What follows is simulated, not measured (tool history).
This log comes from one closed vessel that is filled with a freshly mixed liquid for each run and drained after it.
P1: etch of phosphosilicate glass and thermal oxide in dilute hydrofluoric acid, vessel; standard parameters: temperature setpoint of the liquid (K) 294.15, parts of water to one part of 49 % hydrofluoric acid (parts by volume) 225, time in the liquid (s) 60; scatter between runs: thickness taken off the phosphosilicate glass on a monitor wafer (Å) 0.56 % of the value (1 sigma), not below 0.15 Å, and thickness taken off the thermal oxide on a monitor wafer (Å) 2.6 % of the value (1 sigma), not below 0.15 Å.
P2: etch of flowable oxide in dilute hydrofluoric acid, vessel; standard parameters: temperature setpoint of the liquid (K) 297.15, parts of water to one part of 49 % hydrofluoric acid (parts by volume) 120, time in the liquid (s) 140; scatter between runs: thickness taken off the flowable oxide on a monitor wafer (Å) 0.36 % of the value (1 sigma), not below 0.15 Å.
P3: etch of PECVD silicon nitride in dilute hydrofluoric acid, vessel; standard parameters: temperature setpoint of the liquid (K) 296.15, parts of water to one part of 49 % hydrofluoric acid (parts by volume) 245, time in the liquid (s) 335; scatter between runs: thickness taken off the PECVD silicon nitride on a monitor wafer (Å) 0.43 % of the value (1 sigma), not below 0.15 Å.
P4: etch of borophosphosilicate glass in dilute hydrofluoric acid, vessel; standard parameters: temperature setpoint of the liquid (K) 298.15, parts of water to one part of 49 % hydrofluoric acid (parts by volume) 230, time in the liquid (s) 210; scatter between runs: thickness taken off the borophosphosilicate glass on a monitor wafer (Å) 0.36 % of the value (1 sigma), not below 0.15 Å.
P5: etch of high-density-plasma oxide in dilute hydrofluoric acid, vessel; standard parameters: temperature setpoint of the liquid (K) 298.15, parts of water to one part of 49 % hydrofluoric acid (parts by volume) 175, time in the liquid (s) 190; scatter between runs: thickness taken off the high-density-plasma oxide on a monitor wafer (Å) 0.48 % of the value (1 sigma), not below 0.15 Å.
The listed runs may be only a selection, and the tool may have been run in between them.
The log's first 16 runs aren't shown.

run,hour,process that ran,temperature setpoint of the liquid (K),parts of water to one part of 49 % hydrofluoric acid (parts by volume),time in the liquid (s),hours since the thermometer was replaced,hours since the hydrofluoric acid flow meter was replaced,thickness taken off the phosphosilicate glass on a monitor wafer (Å),thickness taken off the thermal oxide on a monitor wafer (Å),thickness taken off the PECVD silicon nitride on a monitor wafer (Å),thickness taken off the borophosphosilicate glass on a monitor wafer (Å),thickness taken off the flowable oxide on a monitor wafer (Å),thickness taken off the high-density-plasma oxide on a monitor wafer (Å)
17,213.4,P3,296.15,245,335,1248.4,1033.3,,,64.772,,,
18,224.5,P1,300.65,225,90,1259.5,1044.4,304.050,19.2140,,,,
19,233.2,P3,296.15,115,335,1268.2,1053.1,,,136.290,,,
20,245.8,P2,297.15,215,140,1280.8,1065.7,,,,,157.10,
21,260.2,P1,294.15,225,60,1295.2,1080.1,157.690,9.9317,,,,
22,269.3,P2,297.15,120,140,1304.3,1089.2,,,,,311.87,
23,278.9,P4,298.15,385,210,1313.9,1098.8,,,,152.74,,
24,294.2,P4,298.15,230,30,1329.2,1114.1,,,,42.32,,
25,304.8,P1,294.15,225,30,1339.8,1124.7,78.589,4.9590,,,,
26,321.2,P4,298.15,230,210,1356.2,1141.1,,,,296.65,,
27,330.5,P2,297.15,120,280,1365.5,1150.4,,,,,621.45,
28,341.1,P4,298.15,230,210,1376.1,1161.0,,,,297.98,,
29,355.9,P1,294.15,225,60,1390.9,1175.8,158.600,10.6830,,,,

The next listed run, before its measurement:
30,371.8,P1,294.15,225,60,1406.8,1191.7,?,?,,,,

Run 30 produced thickness taken off the phosphosilicate glass on a monitor wafer (Å) 159.280, thickness taken off the thermal oxide on a monitor wafer (Å) 9.8879.
